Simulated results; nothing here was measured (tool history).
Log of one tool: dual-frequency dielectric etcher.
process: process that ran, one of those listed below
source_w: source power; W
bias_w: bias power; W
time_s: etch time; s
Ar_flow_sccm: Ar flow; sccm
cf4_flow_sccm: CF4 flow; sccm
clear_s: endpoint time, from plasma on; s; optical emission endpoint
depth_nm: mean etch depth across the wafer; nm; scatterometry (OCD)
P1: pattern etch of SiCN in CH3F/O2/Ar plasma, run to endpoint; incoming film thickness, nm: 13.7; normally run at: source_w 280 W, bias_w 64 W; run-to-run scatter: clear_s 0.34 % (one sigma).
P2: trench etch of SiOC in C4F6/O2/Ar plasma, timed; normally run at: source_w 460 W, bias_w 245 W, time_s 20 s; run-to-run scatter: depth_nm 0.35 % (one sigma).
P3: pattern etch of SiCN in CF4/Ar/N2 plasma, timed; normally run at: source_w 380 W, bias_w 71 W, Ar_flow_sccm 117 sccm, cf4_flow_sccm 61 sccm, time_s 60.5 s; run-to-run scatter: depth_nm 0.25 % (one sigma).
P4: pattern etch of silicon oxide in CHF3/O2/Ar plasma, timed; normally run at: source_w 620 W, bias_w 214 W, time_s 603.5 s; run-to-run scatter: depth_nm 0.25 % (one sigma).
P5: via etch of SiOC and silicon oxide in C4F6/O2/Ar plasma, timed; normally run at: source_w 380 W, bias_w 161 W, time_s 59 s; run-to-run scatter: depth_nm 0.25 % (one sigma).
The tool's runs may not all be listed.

run 1 hour=7.6 | process=P1 source_w=280 bias_w=64 | clear_s=45.829
run 2 hour=16.7 | process=P5 source_w=380 bias_w=198 time_s=59 | depth_nm=67.089
run 3 hour=23.2 | process=P3 source_w=380 bias_w=94 time_s=60.5 Ar_flow_sccm=117 cf4_flow_sccm=61 | depth_nm=46.876
run 4 hour=29.4 | process=P3 source_w=380 bias_w=71 time_s=60.5 Ar_flow_sccm=150 cf4_flow_sccm=61 | depth_nm=40.61
-- hour=30.2 wet clean of the chamber
run 5 hour=38 | process=P2 source_w=640 bias_w=245 time_s=20 | depth_nm=55.554
run 6 hour=43.6 | process=P1 source_w=380 bias_w=78 | clear_s=37.913
run 7 hour=53.7 | process=P5 source_w=380 bias_w=161 time_s=59 | depth_nm=62.511
run 8 hour=60.5 | process=P3 source_w=380 bias_w=71 time_s=60.5 Ar_flow_sccm=117 cf4_flow_sccm=61 | depth_nm=42.132
run 9 hour=67.5 | process=P3 source_w=380 bias_w=71 time_s=76 Ar_flow_sccm=117 cf4_flow_sccm=61 | depth_nm=53.099
run 10 hour=72.6 | process=P4 source_w=460 bias_w=214 time_s=603.5 | depth_nm=1125.4
run 11 hour=79.2 | process=P5 source_w=460 bias_w=161 time_s=59 | depth_nm=67.874
run 12 hour=88.3 | process=P1 source_w=280 bias_w=48 | clear_s=49.99
run 13 hour=96.6 | process=P1 source_w=280 bias_w=85 | clear_s=41.128
run 14 hour=106.6 | process=P1 source_w=390 bias_w=64 | clear_s=40.269
run 15 hour=114.6 | process=P4 source_w=620 bias_w=214 time_s=603.5 | depth_nm=1261.6
run 16 hour=125 | process=P2 source_w=460 bias_w=245 time_s=12.5 | depth_nm=30.349
run 17 hour=134.3 | process=P1 source_w=280 bias_w=64 | clear_s=45.302
run 18 hour=140.7 | process=P1 source_w=170 bias_w=64 | clear_s=54.707
run 19 hour=149 | process=P3 source_w=270 bias_w=71 time_s=60.5 Ar_flow_sccm=117 cf4_flow_sccm=61 | depth_nm=31.413
run 20 hour=156.9 | process=P4 source_w=620 bias_w=214 time_s=603.5 | depth_nm=1258.6
run 21 hour=162 | process=P3 source_w=380 bias_w=71 time_s=60.5 Ar_flow_sccm=117 cf4_flow_sccm=41 | depth_nm=39.536
run 22 hour=172.4 | process=P2 source_w=460 bias_w=245 time_s=20 | depth_nm=48.797
run 23 hour=182.4 | process=P5 source_w=380 bias_w=161 time_s=87.5 | depth_nm=93.141
run 24 hour=191.6 | process=P1 source_w=280 bias_w=64 | clear_s=45.261
run 25 hour=198.9 | process=P3 source_w=380 bias_w=71 time_s=60.5 Ar_flow_sccm=117 cf4_flow_sccm=61 | depth_nm=42.186
run 26 hour=207.6 | process=P2 source_w=460 bias_w=200 time_s=20 | depth_nm=45.565
run 27 hour=212.8 | process=P1 source_w=280 bias_w=64 | clear_s=45.575
run 28 hour=221.3 | process=P1 source_w=280 bias_w=64 | clear_s=45.438
run 29 hour=227.1 | process=P4 source_w=620 bias_w=214 time_s=454.5 | depth_nm=945.65
run 30 hour=232.9 | process=P4 source_w=620 bias_w=265 time_s=603.5 | depth_nm=1360
run 31 hour=240.1 | process=P5 source_w=380 bias_w=161 time_s=59 | depth_nm=62.652
run 32 hour=249.2 | process=P1 source_w=280 bias_w=64 | clear_s=45.19
run 33 hour=255.9 | process=P1 source_w=280 bias_w=64 | clear_s=45.291
run 34 hour=266.4 | process=P1 source_w=280 bias_w=64 | clear_s=44.939
-- hour=268.2 wet clean of the chamber
run 35 hour=271.3 | process=P1 source_w=280 bias_w=64 | clear_s=44.586
run 36 hour=276.3 | process=P1 source_w=280 bias_w=64 | clear_s=44.48
run 37 hour=282.8 | process=P1 source_w=280 bias_w=64 | clear_s=44.87
run 38 hour=289.1 | process=P1 source_w=280 bias_w=64 | clear_s=44.898

What P1 gives has crept away from where it was. These 2 causes fit the log equally well, each at the size given:
A: bias power that arrives over what is set, % = 4.95
B: source power that arrives over what is set, % = 4.68
The creep began at about hour 249.2.
Why every other cause is out:
chamber walls in a state that raises the etch rate, %: serviced at hour 268.2, which brought nothing back

4 check runs are offered, one wafer each, their results left as question marks. Which one tells the causes apart?
run check 1 hour=295.4 | process=P2 source_w=460 bias_w=245 time_s=20 | depth_nm=?
run check 2 hour=295.4 | process=P5 source_w=380 bias_w=161 time_s=59 | depth_nm=?
run check 3 hour=295.4 | process=P4 source_w=620 bias_w=214 time_s=603.5 | depth_nm=?
run check 4 hour=295.4 | process=P3 source_w=380 bias_w=71 time_s=60.5 Ar_flow_sccm=117 cf4_flow_sccm=61 | depth_nm=?

What each check would give under each cause:
check=check_1 result=depth_nm if_A=49.471 if_B=49.537
check=check_2 result=depth_nm if_A=63.842 if_B=64.002
check=check_3 result=depth_nm if_A=1282.4 if_B=1283
check=check_4 result=depth_nm if_A=42.959 if_B=43.92
How far apart the two closest causes lie, in the result that separates them most: check 1 0.13 %; check 2 0.25 %; check 3 0.05 %; check 4 2.21 %
Check 4 tells the causes apart: in the others they would give nearly the same result.

Check 4 was then run and gave: depth_nm 43.914 nm. Which cause is it?

It is B: source power that arrives over what is set, %.
